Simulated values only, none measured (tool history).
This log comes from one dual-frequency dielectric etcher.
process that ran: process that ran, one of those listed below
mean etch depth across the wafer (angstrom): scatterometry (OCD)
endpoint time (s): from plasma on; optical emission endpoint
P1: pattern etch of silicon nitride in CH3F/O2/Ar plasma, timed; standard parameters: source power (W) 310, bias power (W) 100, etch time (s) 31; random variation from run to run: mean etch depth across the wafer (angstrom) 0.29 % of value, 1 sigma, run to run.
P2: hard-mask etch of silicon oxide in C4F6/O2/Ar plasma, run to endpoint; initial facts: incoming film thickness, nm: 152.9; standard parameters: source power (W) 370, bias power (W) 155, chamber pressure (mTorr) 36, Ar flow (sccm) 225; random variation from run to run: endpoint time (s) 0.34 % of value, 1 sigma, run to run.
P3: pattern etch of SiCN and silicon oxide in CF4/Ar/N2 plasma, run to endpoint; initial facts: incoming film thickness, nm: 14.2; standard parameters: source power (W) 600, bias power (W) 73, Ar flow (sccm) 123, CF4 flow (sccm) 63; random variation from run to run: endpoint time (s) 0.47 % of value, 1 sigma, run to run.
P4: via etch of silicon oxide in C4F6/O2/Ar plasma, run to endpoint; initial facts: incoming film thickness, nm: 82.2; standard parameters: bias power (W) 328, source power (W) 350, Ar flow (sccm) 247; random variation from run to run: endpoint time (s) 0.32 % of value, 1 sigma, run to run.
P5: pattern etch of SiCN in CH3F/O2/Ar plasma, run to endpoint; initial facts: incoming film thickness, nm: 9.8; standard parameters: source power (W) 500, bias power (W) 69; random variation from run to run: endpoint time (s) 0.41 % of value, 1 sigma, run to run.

| run | hour | process that ran | source power (W) | bias power (W) | etch time (s) | Ar flow (sccm) | CF4 flow (sccm) | chamber pressure (mTorr) | mean etch depth across the wafer (angstrom) | endpoint time (s) |
|---|---|---|---|---|---|---|---|---|---|---|
| 1 | 4.8 | P1 | 310 | 100 | 31 |  |  |  | 222.83 |  |
| 2 | 9.3 | P3 | 600 | 73 |  | 123 | 77 |  |  | 13.036 |
| 3 | 17.7 | P2 | 370 | 155 |  | 225 |  | 25.5 |  | 49.95 |
| 4 | 22.1 | P1 | 310 | 100 | 43 |  |  |  | 309.89 |  |
| 5 | 28.5 | P4 | 350 | 328 |  | 247 |  |  |  | 22.228 |
| 6 | 35.6 | P1 | 310 | 77 | 19 |  |  |  | 124.54 |  |
| 7 | 40.1 | P3 | 360 | 73 |  | 123 | 63 |  |  | 20.943 |
| 8 | 48.3 | P5 | 500 | 69 |  |  |  |  |  | 24.318 |
| 9 | 55.4 | P3 | 600 | 90 |  | 123 | 63 |  |  | 12.482 |
| 10 | 61.7 | P1 | 310 | 100 | 31 |  |  |  | 225.26 |  |
| 11 | 70.3 | P4 | 280 | 328 |  | 247 |  |  |  | 24.031 |
| 12 | 74.3 | P3 | 600 | 73 |  | 123 | 63 |  |  | 13.546 |
| 13 | 79.2 | P5 | 500 | 50 |  |  |  |  |  | 26.823 |
| 14 | 86.4 | P1 | 310 | 100 | 17 |  |  |  | 122.89 |  |
| 15 | 94.1 | P3 | 600 | 73 |  | 123 | 63 |  |  | 13.445 |
| 16 | 100.9 | P5 | 410 | 69 |  |  |  |  |  | 26.213 |
| 17 | 105.4 | P3 | 600 | 73 |  | 72 | 63 |  |  | 12.384 |
| 18 | 110.9 | P1 | 410 | 100 | 31 |  |  |  | 247.84 |  |
| 19 | 118 | P2 | 510 | 155 |  | 225 |  | 36 |  | 45.828 |
| 20 | 126 | P4 | 350 | 328 |  | 317 |  |  |  | 22.803 |
| 21 | 130.4 | P1 | 310 | 100 | 31 |  |  |  | 224.07 |  |
| 22 | 135.1 | P1 | 310 | 77 | 31 |  |  |  | 203.64 |  |
| 23 | 139.9 | P4 | 350 | 239 |  | 247 |  |  |  | 24.644 |
| 24 | 147.9 | P1 | 310 | 100 | 31 |  |  |  | 223.51 |  |
| 25 | 151.6 | P2 | 370 | 210 |  | 225 |  | 36 |  | 47.538 |
| 26 | 158.3 | P1 | 240 | 100 | 31 |  |  |  | 202.95 |  |
| 27 | 163.6 | P4 | 350 | 328 |  | 247 |  |  |  | 22.179 |
| 28 | 170.2 | P1 | 310 | 100 | 31 |  |  |  | 224.61 |  |
| 29 | 176.1 | P1 | 310 | 129 | 31 |  |  |  | 246.46 |  |
| 30 | 180.6 | P2 | 370 | 155 |  | 300 |  | 36 |  | 53.845 |
| 31 | 185.5 | P2 | 370 | 155 |  | 225 |  | 36 |  | 52.123 |
| 32 | 193.2 | P1 | 310 | 100 | 31 |  |  |  | 223.8 |  |
| 33 | 198.9 | P1 | 310 | 100 | 31 |  |  |  | 222.18 |  |
| 34 | 207 | P1 | 310 | 100 | 31 |  |  |  | 222.91 |  |
| 35 | 212.6 | P1 | 310 | 100 | 31 |  |  |  | 221.99 |  |
| 36 | 219.1 | P1 | 310 | 100 | 31 |  |  |  | 220.74 |  |
| 37 | 224.4 | P1 | 310 | 100 | 31 |  |  |  | 219.94 |  |
|  | 231.1 | wet clean of the chamber |
| 38 | 232.5 | P1 | 310 | 100 | 31 |  |  |  | 220.58 |  |
| 39 | 236.6 | P1 | 310 | 100 | 31 |  |  |  | 220.17 |  |
| 40 | 243 | P1 | 310 | 100 | 31 |  |  |  | 220.12 |  |
| 41 | 250.9 | P1 | 310 | 100 | 31 |  |  |  | 220.04 |  |

The log shows P1 creeping away from where it was. Any of the 2 causes listed here, at the size stated for it, fits the log just as well as the others:
A: source power that arrives under what is set, % = 4.29
B: bias power that arrives under what is set, % = 4.27
The process output started creeping at around hour 193.2.
Each remaining cause and why it is not a fit:
chamber walls in a state that lowers the etch rate, %: serviced at hour 231.1, after the drift had started, without restoring the earlier output

Which of the 4 check runs listed below, each an average over 3 wafers with its results shown as question marks, gives clearly different results under the different listed causes?
| check 1 | 258.8 | P3 | 600 | 73 |  | 123 | 63 |  |  | ? |
| check 2 | 258.8 | P4 | 350 | 328 |  | 247 |  |  |  | ? |
| check 3 | 258.8 | P5 | 500 | 69 |  |  |  |  |  | ? |
| check 4 | 258.8 | P2 | 370 | 155 |  | 225 |  | 36 |  | ? |

Expected result of each check under each candidate cause:
| check | result | if A | if B |
|---|---|---|---|
| check 1 | endpoint time (s) | 13.979 | 13.656 |
| check 2 | endpoint time (s) | 22.567 | 22.541 |
| check 3 | endpoint time (s) | 24.713 | 24.671 |
| check 4 | endpoint time (s) | 53.201 | 52.996 |
Distance between the nearest two causes, measured in the result of the check that separates them most: check 1 2.34 %; check 2 0.11 %; check 3 0.17 %; check 4 0.39 %
The causes can be told apart only by check 1. The other checks would give nearly the same results under each of them.

Then check 1 was run and gave: endpoint time (s) 13.646. Which cause is it?

It is B: bias power that arrives under what is set, %.

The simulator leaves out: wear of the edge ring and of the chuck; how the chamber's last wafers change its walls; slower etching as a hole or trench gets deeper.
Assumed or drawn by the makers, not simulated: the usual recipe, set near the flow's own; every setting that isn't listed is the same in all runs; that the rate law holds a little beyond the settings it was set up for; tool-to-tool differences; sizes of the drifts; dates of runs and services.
